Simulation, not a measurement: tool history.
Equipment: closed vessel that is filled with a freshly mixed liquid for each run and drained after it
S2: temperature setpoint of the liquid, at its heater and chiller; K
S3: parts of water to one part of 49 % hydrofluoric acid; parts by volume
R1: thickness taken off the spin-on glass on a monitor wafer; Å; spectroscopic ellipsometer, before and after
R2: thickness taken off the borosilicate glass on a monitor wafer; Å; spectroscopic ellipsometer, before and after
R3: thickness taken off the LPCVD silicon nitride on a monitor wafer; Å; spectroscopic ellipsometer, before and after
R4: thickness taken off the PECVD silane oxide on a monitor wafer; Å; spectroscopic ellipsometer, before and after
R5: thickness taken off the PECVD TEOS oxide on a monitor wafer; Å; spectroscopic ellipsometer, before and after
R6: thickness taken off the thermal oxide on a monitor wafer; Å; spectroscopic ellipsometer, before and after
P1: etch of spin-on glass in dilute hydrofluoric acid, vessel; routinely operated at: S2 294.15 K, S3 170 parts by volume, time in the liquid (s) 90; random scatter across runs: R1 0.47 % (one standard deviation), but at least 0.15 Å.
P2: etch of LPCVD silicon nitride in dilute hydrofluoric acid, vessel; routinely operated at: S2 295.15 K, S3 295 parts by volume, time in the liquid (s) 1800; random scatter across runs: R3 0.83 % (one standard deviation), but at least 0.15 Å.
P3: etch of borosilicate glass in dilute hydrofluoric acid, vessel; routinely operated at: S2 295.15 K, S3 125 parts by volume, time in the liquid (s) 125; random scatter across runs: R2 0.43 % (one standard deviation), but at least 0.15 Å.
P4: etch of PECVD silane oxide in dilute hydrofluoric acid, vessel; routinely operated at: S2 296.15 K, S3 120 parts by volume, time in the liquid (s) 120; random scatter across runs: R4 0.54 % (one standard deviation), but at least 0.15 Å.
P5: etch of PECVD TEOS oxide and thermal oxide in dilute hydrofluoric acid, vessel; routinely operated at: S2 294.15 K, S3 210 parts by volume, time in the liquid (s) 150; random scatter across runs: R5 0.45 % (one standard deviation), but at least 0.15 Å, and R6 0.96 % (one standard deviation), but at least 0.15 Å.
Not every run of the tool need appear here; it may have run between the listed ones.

Run 1, hour 6.4: process that ran P1, S2 294.15 K, S3 170 parts by volume, time in the liquid (s) 90. Result: R1 156.290 Å.
Run 2, hour 13.5: process that ran P1, S2 294.15 K, S3 170 parts by volume, time in the liquid (s) 90. Result: R1 156.320 Å.
Run 3, hour 18.6: process that ran P3, S2 295.15 K, S3 125 parts by volume, time in the liquid (s) 55. Result: R2 97.81 Å.
Run 4, hour 24.1: process that ran P1, S2 294.15 K, S3 240 parts by volume, time in the liquid (s) 90. Result: R1 103.270 Å.
Run 5, hour 28.2: process that ran P1, S2 294.15 K, S3 170 parts by volume, time in the liquid (s) 30. Result: R1 52.327 Å.
Run 6, hour 33.2: process that ran P2, S2 295.15 K, S3 295 parts by volume, time in the liquid (s) 685. Result: R3 10.010 Å.
Run 7, hour 41.6: process that ran P4, S2 296.15 K, S3 120 parts by volume, time in the liquid (s) 120. Result: R4 467.74 Å.
Run 8, hour 49.7: process that ran P5, S2 294.15 K, S3 210 parts by volume, time in the liquid (s) 30. Result: R5 17.275 Å, R6 5.4978 Å.
Run 9, hour 58.2: process that ran P1, S2 294.15 K, S3 50 parts by volume, time in the liquid (s) 90. Result: R1 609.170 Å.
Run 10, hour 66.4: process that ran P4, S2 296.15 K, S3 55 parts by volume, time in the liquid (s) 120. Result: R4 1109.80 Å.
Run 11, hour 72.4: process that ran P4, S2 296.15 K, S3 120 parts by volume, time in the liquid (s) 45. Result: R4 175.78 Å.
Run 12, hour 79.7: process that ran P1, S2 290.15 K, S3 170 parts by volume, time in the liquid (s) 90. Result: R1 132.580 Å.
Run 13, hour 86.0: process that ran P1, S2 294.15 K, S3 170 parts by volume, time in the liquid (s) 90. Result: R1 155.970 Å.
Run 14, hour 94.2: process that ran P2, S2 302.15 K, S3 295 parts by volume, time in the liquid (s) 1800. Result: R3 39.593 Å.
At hour 102.0: thermometer replaced.
Run 15, hour 102.9: process that ran P1, S2 294.15 K, S3 170 parts by volume, time in the liquid (s) 90. Result: R1 155.060 Å.
Run 16, hour 108.8: process that ran P5, S2 294.15 K, S3 295 parts by volume, time in the liquid (s) 150. Result: R5 56.422 Å, R6 18.1400 Å.
Run 17, hour 116.7: process that ran P1, S2 290.15 K, S3 285 parts by volume, time in the liquid (s) 90. Result: R1 71.818 Å.
Run 18, hour 123.5: process that ran P1, S2 294.15 K, S3 170 parts by volume, time in the liquid (s) 135. Result: R1 233.730 Å.
Run 19, hour 129.8: process that ran P2, S2 295.15 K, S3 295 parts by volume, time in the liquid (s) 1800. Result: R3 26.146 Å.
Run 20, hour 138.2: process that ran P2, S2 295.15 K, S3 150 parts by volume, time in the liquid (s) 1800. Result: R3 51.031 Å.
Run 21, hour 143.5: process that ran P3, S2 295.15 K, S3 220 parts by volume, time in the liquid (s) 125. Result: R2 114.64 Å.
Run 22, hour 152.4: process that ran P2, S2 295.15 K, S3 295 parts by volume, time in the liquid (s) 1800. Result: R3 25.348 Å.
Run 23, hour 159.7: process that ran P5, S2 290.15 K, S3 210 parts by volume, time in the liquid (s) 150. Result: R5 73.098 Å, R6 23.3350 Å.
Run 24, hour 166.4: process that ran P5, S2 294.15 K, S3 210 parts by volume, time in the liquid (s) 150. Result: R5 86.347 Å, R6 27.6310 Å.
Run 25, hour 171.0: process that ran P1, S2 301.15 K, S3 170 parts by volume, time in the liquid (s) 90. Result: R1 204.170 Å.
Run 26, hour 175.6: process that ran P3, S2 290.15 K, S3 125 parts by volume, time in the liquid (s) 125. Result: R2 183.14 Å.
Run 27, hour 182.8: process that ran P1, S2 294.15 K, S3 170 parts by volume, time in the liquid (s) 90. Result: R1 155.850 Å.
Run 28, hour 191.6: process that ran P4, S2 296.15 K, S3 120 parts by volume, time in the liquid (s) 120. Result: R4 469.42 Å.
Run 29, hour 199.3: process that ran P3, S2 295.15 K, S3 125 parts by volume, time in the liquid (s) 125. Result: R2 222.43 Å.
Run 30, hour 205.6: process that ran P4, S2 303.65 K, S3 120 parts by volume, time in the liquid (s) 120. Result: R4 624.26 Å.
Run 31, hour 213.1: process that ran P1, S2 294.15 K, S3 170 parts by volume, time in the liquid (s) 90. Result: R1 155.090 Å.
Run 32, hour 222.1: process that ran P1, S2 294.15 K, S3 170 parts by volume, time in the liquid (s) 90. Result: R1 160.960 Å.
Run 33, hour 228.3: process that ran P1, S2 294.15 K, S3 170 parts by volume, time in the liquid (s) 90. Result: R1 164.030 Å.
Run 34, hour 236.9: process that ran P1, S2 294.15 K, S3 170 parts by volume, time in the liquid (s) 90. Result: R1 167.170 Å.
Run 35, hour 242.0: process that ran P1, S2 294.15 K, S3 170 parts by volume, time in the liquid (s) 90. Result: R1 168.370 Å.
Run 36, hour 250.3: process that ran P1, S2 294.15 K, S3 170 parts by volume, time in the liquid (s) 90. Result: R1 168.880 Å.
Run 37, hour 258.9: process that ran P1, S2 294.15 K, S3 170 parts by volume, time in the liquid (s) 90. Result: R1 170.170 Å.
Run 38, hour 266.6: process that ran P1, S2 294.15 K, S3 170 parts by volume, time in the liquid (s) 90. Result: R1 168.590 Å.
Run 39, hour 272.4: process that ran P1, S2 294.15 K, S3 170 parts by volume, time in the liquid (s) 90. Result: R1 169.350 Å.
Run 40, hour 276.9: process that ran P1, S2 294.15 K, S3 170 parts by volume, time in the liquid (s) 90. Result: R1 169.870 Å.
Run 41, hour 284.0: process that ran P1, S2 294.15 K, S3 170 parts by volume, time in the liquid (s) 90. Result: R1 170.350 Å.

What P1 gives has crept off from where it sat before. The 2 causes that follow fit the log equally well, each at the size noted:
A: hydrofluoric acid flow above the setpoint (%) = 7.61
B: liquid hotter than its thermometer reads (K) = 2.24
The onset of the drift is placed at about hour 213.1.

Consider the 4 check runs below, whose results appear as question marks and each of which averages 2 wafers. Which one distinguishes the causes, in that each cause would give it a clearly different result?
Run check 1, hour 291.1: process that ran P3, S2 295.15 K, S3 125 parts by volume, time in the liquid (s) 125. Result: R2 ?.
Run check 2, hour 291.1: process that ran P2, S2 295.15 K, S3 295 parts by volume, time in the liquid (s) 1800. Result: R3 ?.
Run check 3, hour 291.1: process that ran P5, S2 294.15 K, S3 210 parts by volume, time in the liquid (s) 150. Result: R5 ?, R6 ?.
Run check 4, hour 291.1: process that ran P4, S2 296.15 K, S3 120 parts by volume, time in the liquid (s) 120. Result: R4 ?.

If the cause were each of the candidates in turn, the checks would give the following:
  check  result     if A     if B
check 1      R2   241.67   242.76
check 2      R3   27.690   29.589
check 3      R5   93.960   93.565
check 3      R6  29.9760  29.8500
check 4      R4   510.63   512.70
Minimum pairwise separation of causes per check, each pair taken at its best-separating result: check 1 0.45 %; check 2 6.64 %; check 3 0.42 %; check 4 0.4 %
Only in check 2 would the causes give clearly different results; in the remaining checks their results would be nearly the same.

Check 2 was then run and gave: R3 27.674 Å. Which cause is it?

It is A: hydrofluoric acid flow above the setpoint (%).
